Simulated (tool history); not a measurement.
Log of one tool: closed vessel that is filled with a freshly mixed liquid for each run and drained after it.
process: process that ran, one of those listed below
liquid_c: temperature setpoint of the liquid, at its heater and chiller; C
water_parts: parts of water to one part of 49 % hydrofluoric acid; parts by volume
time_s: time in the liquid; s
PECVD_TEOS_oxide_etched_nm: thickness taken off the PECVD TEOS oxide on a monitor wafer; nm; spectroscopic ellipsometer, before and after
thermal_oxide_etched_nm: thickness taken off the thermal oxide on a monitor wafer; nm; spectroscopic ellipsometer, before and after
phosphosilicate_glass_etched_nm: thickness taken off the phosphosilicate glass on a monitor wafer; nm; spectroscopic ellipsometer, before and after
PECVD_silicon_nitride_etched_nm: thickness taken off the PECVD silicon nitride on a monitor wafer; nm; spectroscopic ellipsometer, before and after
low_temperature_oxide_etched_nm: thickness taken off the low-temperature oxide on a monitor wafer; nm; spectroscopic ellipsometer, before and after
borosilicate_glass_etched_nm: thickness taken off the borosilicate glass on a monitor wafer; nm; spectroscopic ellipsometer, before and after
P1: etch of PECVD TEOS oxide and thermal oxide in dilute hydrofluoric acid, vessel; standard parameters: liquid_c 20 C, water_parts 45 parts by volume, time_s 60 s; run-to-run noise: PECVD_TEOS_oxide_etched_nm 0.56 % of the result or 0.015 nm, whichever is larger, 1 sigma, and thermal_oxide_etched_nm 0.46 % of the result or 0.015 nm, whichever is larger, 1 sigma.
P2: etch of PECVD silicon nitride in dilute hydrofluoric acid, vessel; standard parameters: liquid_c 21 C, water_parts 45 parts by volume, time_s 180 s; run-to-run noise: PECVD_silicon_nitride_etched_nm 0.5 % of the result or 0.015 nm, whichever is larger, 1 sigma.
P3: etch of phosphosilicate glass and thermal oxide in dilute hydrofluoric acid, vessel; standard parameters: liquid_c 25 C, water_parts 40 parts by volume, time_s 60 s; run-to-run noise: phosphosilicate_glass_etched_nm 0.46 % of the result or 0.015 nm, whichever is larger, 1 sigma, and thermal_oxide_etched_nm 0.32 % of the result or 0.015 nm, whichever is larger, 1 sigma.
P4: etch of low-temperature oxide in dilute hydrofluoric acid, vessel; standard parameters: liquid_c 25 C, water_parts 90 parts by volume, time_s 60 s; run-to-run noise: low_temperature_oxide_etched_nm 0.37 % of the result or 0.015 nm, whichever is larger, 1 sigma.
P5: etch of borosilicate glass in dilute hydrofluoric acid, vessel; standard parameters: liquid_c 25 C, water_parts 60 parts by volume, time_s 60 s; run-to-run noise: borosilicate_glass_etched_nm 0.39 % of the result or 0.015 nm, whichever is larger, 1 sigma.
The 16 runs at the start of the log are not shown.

run,hour,process,liquid_c,water_parts,time_s,hours since the thermometer was replaced,hours since the hydrofluoric acid flow meter was replaced,PECVD_TEOS_oxide_etched_nm,thermal_oxide_etched_nm,phosphosilicate_glass_etched_nm,PECVD_silicon_nitride_etched_nm,low_temperature_oxide_etched_nm,borosilicate_glass_etched_nm
17,193,P4,30.5,90,60,90.5,548.4,,,,,16.839,
18,209.8,P3,25,40,60,107.3,565.2,,7.6831,237.02,,,
19,221.2,P4,25,150,60,118.7,576.6,,,,,7.5687,
20,233.4,P1,20,45,60,130.9,588.8,28.447,5.7483,,,,
21,248.7,P2,21,45,180,146.2,604.1,,,,10.53,,
22,261.6,P4,25,90,60,159.1,617,,,,,13.58,
23,279,P4,25,90,85,176.5,634.4,,,,,19.271,
24,287,P2,21,45,345,184.5,642.4,,,,20.192,,
25,297.2,P5,25,105,60,194.7,652.6,,,,,,11.661
26,311.8,P3,25,40,60,209.3,667.2,,7.6915,237.67,,,
27,326,P1,17,45,30,223.5,681.4,12.559,2.5255,,,,
28,336.6,P1,20,45,60,234.1,692,28.302,5.7874,,,,
29,348.5,P1,17,45,60,246,703.9,25.096,5.0545,,,,
30,363.7,P3,25,40,30,261.2,719.1,,3.865,119.49,,,
31,379.3,P5,25,60,60,276.8,734.7,,,,,,21.586
32,387.8,P5,25,60,30,285.3,743.2,,,,,,10.749
33,399.5,P1,28,45,60,297,754.9,40.388,7.9827,,,,
34,411.6,P1,20,45,60,309.1,767,28.756,5.7593,,,,
35,426.4,P1,20,45,60,323.9,781.8,28.877,5.8954,,,,
36,440.5,P1,20,45,60,338,795.9,29.895,6.0091,,,,
37,448.3,P1,20,45,60,345.8,803.7,30.345,6.0797,,,,
38,458.3,P1,20,45,60,355.8,813.7,30.2,6.1176,,,,
39,474,P1,20,45,60,371.5,829.4,30.874,6.0963,,,,

Estimate the outcome of run 40 from the log above:
40,491,P1,20,45,60,388.5,846.4,?,?,,,,

PECVD_TEOS_oxide_etched_nm: 30.342 nm
thermal_oxide_etched_nm: 6.1364 nm
